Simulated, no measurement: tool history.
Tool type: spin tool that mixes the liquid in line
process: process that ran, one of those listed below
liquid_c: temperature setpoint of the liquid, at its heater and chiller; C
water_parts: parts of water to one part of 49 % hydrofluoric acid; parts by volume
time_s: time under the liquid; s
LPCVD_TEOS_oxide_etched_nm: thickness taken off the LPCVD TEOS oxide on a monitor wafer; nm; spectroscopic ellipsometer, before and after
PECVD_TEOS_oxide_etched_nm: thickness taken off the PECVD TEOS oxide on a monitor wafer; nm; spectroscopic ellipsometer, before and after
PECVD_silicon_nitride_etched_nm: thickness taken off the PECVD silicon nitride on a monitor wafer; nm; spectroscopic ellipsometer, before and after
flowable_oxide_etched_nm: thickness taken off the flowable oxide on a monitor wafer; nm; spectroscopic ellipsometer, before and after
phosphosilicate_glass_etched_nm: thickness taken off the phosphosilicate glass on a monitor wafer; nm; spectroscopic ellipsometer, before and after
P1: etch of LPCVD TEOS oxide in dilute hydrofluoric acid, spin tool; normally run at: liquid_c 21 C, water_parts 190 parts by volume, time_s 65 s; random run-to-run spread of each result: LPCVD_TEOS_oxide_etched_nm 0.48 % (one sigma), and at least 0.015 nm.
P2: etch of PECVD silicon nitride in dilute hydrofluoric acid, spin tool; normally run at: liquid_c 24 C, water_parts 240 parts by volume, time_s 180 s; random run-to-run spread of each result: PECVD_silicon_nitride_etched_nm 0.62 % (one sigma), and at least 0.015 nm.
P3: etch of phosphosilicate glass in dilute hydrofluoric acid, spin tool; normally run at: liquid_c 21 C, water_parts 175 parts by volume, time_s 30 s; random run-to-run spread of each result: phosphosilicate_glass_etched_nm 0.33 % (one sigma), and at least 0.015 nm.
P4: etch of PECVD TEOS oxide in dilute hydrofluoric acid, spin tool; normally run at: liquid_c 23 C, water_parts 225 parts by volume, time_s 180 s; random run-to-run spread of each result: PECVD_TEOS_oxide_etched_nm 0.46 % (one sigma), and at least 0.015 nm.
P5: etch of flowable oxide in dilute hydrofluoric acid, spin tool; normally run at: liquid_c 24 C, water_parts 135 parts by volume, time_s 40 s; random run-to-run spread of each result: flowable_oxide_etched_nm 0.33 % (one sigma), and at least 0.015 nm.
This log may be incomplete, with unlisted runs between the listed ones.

| run | hour | process | liquid_c | water_parts | time_s | hours since the thermometer was replaced | hours since the hydrofluoric acid flow meter was replaced | LPCVD_TEOS_oxide_etched_nm | PECVD_TEOS_oxide_etched_nm | PECVD_silicon_nitride_etched_nm | flowable_oxide_etched_nm | phosphosilicate_glass_etched_nm |
|---|---|---|---|---|---|---|---|---|---|---|---|---|
| 1 | 4.9 | P1 | 21 | 190 | 65 | 1229.3 | 1300.6 | 15.461 |  |  |  |  |
| 2 | 9.3 | P1 | 21 | 190 | 125 | 1233.7 | 1305 | 29.452 |  |  |  |  |
| 3 | 12.8 | P4 | 23 | 225 | 180 | 1237.2 | 1308.5 |  | 8.4985 |  |  |  |
| 4 | 19.6 | P2 | 24 | 240 | 20 | 1244 | 1315.3 |  |  | 0.45132 |  |  |
| 5 | 26.5 | P1 | 21 | 280 | 15 | 1250.9 | 1322.2 | 2.2401 |  |  |  |  |
| 6 | 30.8 | P5 | 24 | 135 | 40 | 1255.2 | 1326.5 |  |  |  | 12.317 |  |
| 7 | 37.8 | P3 | 24.5 | 175 | 30 | 1262.2 | 1333.5 |  |  |  |  | 21.334 |
| 8 | 44.9 | P5 | 24 | 135 | 75 | 1269.3 | 1340.6 |  |  |  | 23.152 |  |
| 9 | 50 | P4 | 17 | 225 | 180 | 1274.4 | 1345.7 |  | 6.7213 |  |  |  |
| 10 | 54.1 | P1 | 21 | 90 | 65 | 1278.5 | 1349.8 | 36.323 |  |  |  |  |
| 11 | 58.2 | P5 | 31.5 | 135 | 40 | 1282.6 | 1353.9 |  |  |  | 16.28 |  |
| 12 | 62.7 | P1 | 21 | 190 | 65 | 1287.1 | 1358.4 | 15.356 |  |  |  |  |
| 13 | 69.4 | P2 | 17 | 240 | 180 | 1293.8 | 1365.1 |  |  | 2.7052 |  |  |
| 14 | 73.9 | P3 | 21 | 175 | 60 | 1298.3 | 1369.6 |  |  |  |  | 36.942 |
| 15 | 79.7 | P5 | 24 | 135 | 40 | 1304.1 | 1375.4 |  |  |  | 12.322 |  |
| 16 | 87.2 | P1 | 26 | 190 | 65 | 1311.6 | 1382.9 | 18.393 |  |  |  |  |
| 17 | 91 | P2 | 24 | 240 | 180 | 1315.4 | 1386.7 |  |  | 4.2333 |  |  |
| 18 | 95.2 | P4 | 23 | 225 | 315 | 1319.6 | 1390.9 |  | 14.844 |  |  |  |
| 19 | 100.8 | P1 | 21 | 190 | 65 | 1325.2 | 1396.5 | 15.323 |  |  |  |  |
| 20 | 105.7 | P2 | 24 | 120 | 180 | 1330.1 | 1401.4 |  |  | 8.5454 |  |  |
| 21 | 112.5 | P5 | 24 | 230 | 40 | 1336.9 | 1408.2 |  |  |  | 6.5375 |  |
|  | 117.7 | hydrofluoric acid flow meter replaced |
| 22 | 120 | P1 | 21 | 190 | 25 | 1344.4 | 2.3 | 5.898 |  |  |  |  |
| 23 | 126.8 | P1 | 17 | 190 | 95 | 1351.2 | 9.1 | 19.094 |  |  |  |  |
| 24 | 134.3 | P4 | 23 | 100 | 180 | 1358.7 | 16.6 |  | 21.946 |  |  |  |
| 25 | 139 | P3 | 21 | 175 | 30 | 1363.4 | 21.3 |  |  |  |  | 18.533 |
| 26 | 144 | P1 | 21 | 190 | 65 | 1368.4 | 26.3 | 15.37 |  |  |  |  |
| 27 | 149.1 | P1 | 17 | 190 | 65 | 1373.5 | 31.4 | 13.063 |  |  |  |  |
| 28 | 155.5 | P3 | 21 | 240 | 30 | 1379.9 | 37.8 |  |  |  |  | 12.642 |
| 29 | 161.1 | P2 | 24 | 240 | 180 | 1385.5 | 43.4 |  |  | 4.3185 |  |  |
| 30 | 165.2 | P1 | 21 | 285 | 65 | 1389.6 | 47.5 | 9.375 |  |  |  |  |
| 31 | 171.6 | P1 | 21 | 190 | 65 | 1396 | 53.9 | 15.37 |  |  |  |  |
| 32 | 175.8 | P1 | 21 | 190 | 65 | 1400.2 | 58.1 | 15.667 |  |  |  |  |
| 33 | 180.8 | P1 | 21 | 190 | 65 | 1405.2 | 63.1 | 15.916 |  |  |  |  |
| 34 | 185.4 | P1 | 21 | 190 | 65 | 1409.8 | 67.7 | 16.164 |  |  |  |  |
| 35 | 189.3 | P1 | 21 | 190 | 65 | 1413.7 | 71.6 | 16.42 |  |  |  |  |
| 36 | 193.8 | P1 | 21 | 190 | 65 | 1418.2 | 76.1 | 16.487 |  |  |  |  |
| 37 | 200.7 | P1 | 21 | 190 | 65 | 1425.1 | 83 | 16.443 |  |  |  |  |
| 38 | 207.7 | P1 | 21 | 190 | 65 | 1432.1 | 90 | 16.684 |  |  |  |  |
| 39 | 213.4 | P1 | 21 | 190 | 65 | 1437.8 | 95.7 | 16.731 |  |  |  |  |

What P1 gives has crept off from where it sat before. The 2 causes that follow fit the log equally well, each at the size noted:
A: hydrofluoric acid flow above the setpoint (%) = 6.9
B: liquid hotter than its thermometer reads (K) = 2.09
The onset of the drift is placed at about hour 171.6.

Which of the 4 check runs listed below, each an average over 2 wafers with its results shown as question marks, gives clearly different results under the different listed causes?
| check 1 | 219.1 | P5 | 30 | 135 | 70 |  |  |  |  |  | ? |  |
| check 2 | 219.1 | P2 | 18.5 | 240 | 100 |  |  |  |  | ? |  |  |
| check 3 | 219.1 | P3 | 24.5 | 175 | 60 |  |  |  |  |  |  | ? |
| check 4 | 219.1 | P4 | 17 | 225 | 180 |  |  |  | ? |  |  |  |

What each check would give under each cause:
| check | result | if A | if B |
|---|---|---|---|
| check 1 | flowable_oxide_etched_nm | 29.225 | 29.133 |
| check 2 | PECVD_silicon_nitride_etched_nm | 1.7908 | 1.924 |
| check 3 | phosphosilicate_glass_etched_nm | 45.958 | 45.855 |
| check 4 | PECVD_TEOS_oxide_etched_nm | 7.326 | 7.3373 |
Per-check spread between the two closest causes, in the result where they differ most: check 1 0.32 %; check 2 7.17 %; check 3 0.22 %; check 4 0.15 %
Of the check runs offered, only check 2 discriminates between the causes; the rest would read about the same regardless of which cause applies.

Then check 2 was run and gave: PECVD_silicon_nitride_etched_nm 1.8082 nm. Which cause is it?

The correct cause is A, namely: hydrofluoric acid flow above the setpoint (%).
